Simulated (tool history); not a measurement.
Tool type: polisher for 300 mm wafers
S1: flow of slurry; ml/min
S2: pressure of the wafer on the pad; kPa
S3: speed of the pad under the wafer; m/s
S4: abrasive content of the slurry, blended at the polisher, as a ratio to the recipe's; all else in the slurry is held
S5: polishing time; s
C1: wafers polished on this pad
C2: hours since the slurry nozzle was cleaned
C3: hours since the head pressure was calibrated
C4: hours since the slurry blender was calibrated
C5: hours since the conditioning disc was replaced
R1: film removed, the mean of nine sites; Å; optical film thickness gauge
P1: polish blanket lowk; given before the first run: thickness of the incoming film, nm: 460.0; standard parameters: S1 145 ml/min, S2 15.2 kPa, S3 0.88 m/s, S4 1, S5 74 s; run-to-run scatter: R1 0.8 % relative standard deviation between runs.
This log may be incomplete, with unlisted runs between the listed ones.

{"run": 1, "day": 0.154, "S1": 145, "S2": 15.2, "S3": 0.88, "S4": 1, "S5": 74, "C1": 418, "C2": 142.1, "C3": 225.7, "C4": 123.5, "C5": 103.9, "R1": 301.01}
{"run": 2, "day": 0.371, "S1": 145, "S2": 15.2, "S3": 0.88, "S4": 1, "S5": 74, "C1": 472, "C2": 147.3, "C3": 230.9, "C4": 128.7, "C5": 109.1, "R1": 297.64}
{"run": 3, "day": 0.612, "S1": 145, "S2": 15.2, "S3": 0.88, "S4": 0.75, "S5": 74, "C1": 533, "C2": 153.1, "C3": 236.7, "C4": 134.5, "C5": 114.9, "R1": 260.12}
{"run": 4, "day": 0.892, "S1": 145, "S2": 15.2, "S3": 0.62, "S4": 1, "S5": 74, "C1": 603, "C2": 159.8, "C3": 243.4, "C4": 141.2, "C5": 121.6, "R1": 225.99}
{"run": 5, "day": 1.117, "S1": 145, "S2": 21.4, "S3": 0.88, "S4": 1, "S5": 74, "C1": 659, "C2": 165.2, "C3": 248.8, "C4": 146.6, "C5": 127, "R1": 422.1}
{"run": 6, "day": 1.375, "S1": 145, "S2": 15.2, "S3": 0.88, "S4": 1, "S5": 38, "C1": 723, "C2": 171.4, "C3": 255, "C4": 152.8, "C5": 133.2, "R1": 150.66}
{"run": 7, "day": 1.612, "S1": 145, "S2": 15.2, "S3": 0.88, "S4": 1.3, "S5": 48, "C1": 783, "C2": 177.1, "C3": 260.7, "C4": 158.5, "C5": 138.9, "R1": 216.47}
{"run": 8, "day": 1.825, "S1": 145, "S2": 15.2, "S3": 0.88, "S4": 1, "S5": 74, "C1": 836, "C2": 182.2, "C3": 265.8, "C4": 163.6, "C5": 144, "R1": 299.1}
{"run": 9, "day": 2.021, "S1": 145, "S2": 15.2, "S3": 0.88, "S4": 1, "S5": 74, "C1": 885, "C2": 186.9, "C3": 270.5, "C4": 168.3, "C5": 148.7, "R1": 297.95}
{"run": 10, "day": 2.183, "S1": 145, "S2": 15.2, "S3": 0.88, "S4": 1, "S5": 74, "C1": 926, "C2": 190.8, "C3": 274.4, "C4": 172.2, "C5": 152.6, "R1": 300.02}
{"run": 11, "day": 2.479, "S1": 145, "S2": 15.2, "S3": 0.88, "S4": 1.25, "S5": 74, "C1": 1000, "C2": 197.9, "C3": 281.5, "C4": 179.3, "C5": 159.7, "R1": 331.94}
{"run": 12, "day": 2.775, "S1": 145, "S2": 15.2, "S3": 0.88, "S4": 1, "S5": 74, "C1": 1074, "C2": 205, "C3": 288.6, "C4": 186.4, "C5": 166.8, "R1": 301.23}
{"run": 13, "day": 2.933, "S1": 145, "S2": 15.2, "S3": 1.3, "S4": 1, "S5": 74, "C1": 1113, "C2": 208.8, "C3": 292.4, "C4": 190.2, "C5": 170.6, "R1": 412.21}
{"run": 14, "day": 3.088, "S1": 145, "S2": 15.2, "S3": 0.88, "S4": 1, "S5": 74, "C1": 1152, "C2": 212.5, "C3": 296.1, "C4": 193.9, "C5": 174.3, "R1": 297.88}
{"run": 15, "day": 3.321, "S1": 90, "S2": 15.2, "S3": 0.88, "S4": 1, "S5": 74, "C1": 1210, "C2": 218.1, "C3": 301.7, "C4": 199.5, "C5": 179.9, "R1": 268.02}
{"run": 16, "day": 3.542, "S1": 145, "S2": 15.2, "S3": 0.88, "S4": 1, "S5": 114, "C1": 1266, "C2": 223.4, "C3": 307, "C4": 204.8, "C5": 185.2, "R1": 460.55}
{"run": 17, "day": 3.775, "S1": 205, "S2": 15.2, "S3": 0.88, "S4": 1, "S5": 74, "C1": 1324, "C2": 229, "C3": 312.6, "C4": 210.4, "C5": 190.8, "R1": 313.24}
{"run": 18, "day": 4.058, "S1": 145, "S2": 6.9, "S3": 0.88, "S4": 1, "S5": 74, "C1": 1395, "C2": 235.8, "C3": 319.4, "C4": 217.2, "C5": 197.6, "R1": 138.03}
{"run": 19, "day": 4.288, "S1": 145, "S2": 15.2, "S3": 0.88, "S4": 1, "S5": 74, "C1": 1452, "C2": 241.3, "C3": 324.9, "C4": 222.7, "C5": 203.1, "R1": 297.17}
{"run": 20, "day": 4.542, "S1": 145, "S2": 15.2, "S3": 0.88, "S4": 1, "S5": 74, "C1": 1516, "C2": 247.4, "C3": 331, "C4": 228.8, "C5": 209.2, "R1": 287.36}
{"run": 21, "day": 4.829, "S1": 145, "S2": 15.2, "S3": 0.88, "S4": 1, "S5": 74, "C1": 1588, "C2": 254.3, "C3": 337.9, "C4": 235.7, "C5": 216.1, "R1": 276.95}
{"run": 22, "day": 4.983, "S1": 145, "S2": 15.2, "S3": 0.88, "S4": 1, "S5": 74, "C1": 1626, "C2": 258, "C3": 341.6, "C4": 239.4, "C5": 219.8, "R1": 269.58}
{"day": 5.179, "done": "head pressure recalibrated"}
{"run": 23, "day": 5.254, "S1": 145, "S2": 15.2, "S3": 0.88, "S4": 1, "S5": 74, "C1": 1694, "C2": 264.5, "C3": 1.9, "C4": 245.9, "C5": 226.3, "R1": 269.95}
{"day": 5.412, "done": "conditioning disc replaced and pad reconditioned"}
{"run": 24, "day": 5.512, "S1": 145, "S2": 15.2, "S3": 0.88, "S4": 1, "S5": 74, "C1": 1759, "C2": 270.7, "C3": 8.1, "C4": 252.1, "C5": 2.5, "R1": 267.96}
{"day": 5.521, "done": "worn pad replaced by a new one"}
{"run": 25, "day": 5.788, "S1": 145, "S2": 15.2, "S3": 0.88, "S4": 1, "S5": 74, "C1": 67, "C2": 277.3, "C3": 14.7, "C4": 258.7, "C5": 9.1, "R1": 267.24}
{"run": 26, "day": 5.954, "S1": 145, "S2": 15.2, "S3": 0.88, "S4": 1, "S5": 74, "C1": 109, "C2": 281.3, "C3": 18.7, "C4": 262.7, "C5": 13.1, "R1": 266.82}

The log shows P1 creeping away from where it was. Any of the 2 causes listed here, at the size stated for it, fits the log just as well as the others:
A: abrasive missing from the slurry, % = 21.1
B: slurry flow missing at the pad, % = 39.8
Onset of the creep was near day 4.288.
Other possible causes, and why each is ruled out:
removal rate lost through wear of the pad, %: serviced at day 5.521, after the change had begun; the process did not return to its earlier output
head's pressure below its setpoint, %: serviced at day 5.179, after the change had begun; the process did not return to its earlier output
time polished since the conditioner stopped cutting, s: serviced at day 5.412, after the change had begun; the process did not return to its earlier output

The list below offers 4 check runs, each averaging the results of 2 wafers, and shows each result as a question mark. For which of them would the listed causes give clearly different results?
{"run": "check 1", "day": 6.121, "S1": 145, "S2": 15.2, "S3": 1.04, "S4": 1.25, "S5": 74, "R1": "?"}
{"run": "check 2", "day": 6.121, "S1": 145, "S2": 20, "S3": 0.88, "S4": 1, "S5": 74, "R1": "?"}
{"run": "check 3", "day": 6.121, "S1": 95, "S2": 15.2, "S3": 0.88, "S4": 1, "S5": 94, "R1": "?"}
{"run": "check 4", "day": 6.121, "S1": 145, "S2": 9.7, "S3": 0.88, "S4": 1, "S5": 52, "R1": "?"}

Expected result of each check under each candidate cause:
check=check_1 result=R1 if_A=339.88 if_B=335.38
check=check_2 result=R1 if_A=351.71 if_B=351.62
check=check_3 result=R1 if_A=309.13 if_B=293.72
check=check_4 result=R1 if_A=119.31 if_B=119.28
Per-check spread between the two closest causes, in the result where they differ most: check 1 1.33 %; check 2 0.02 %; check 3 5.11 %; check 4 0.02 %
Check 3 distinguishes between the causes, while the remaining checks would return nearly the same result for all of them.

The results of check 3 are: R1 294.08 Å. Based on these, which of the listed causes is it?

Of the candidate causes, it is B: slurry flow missing at the pad, %.

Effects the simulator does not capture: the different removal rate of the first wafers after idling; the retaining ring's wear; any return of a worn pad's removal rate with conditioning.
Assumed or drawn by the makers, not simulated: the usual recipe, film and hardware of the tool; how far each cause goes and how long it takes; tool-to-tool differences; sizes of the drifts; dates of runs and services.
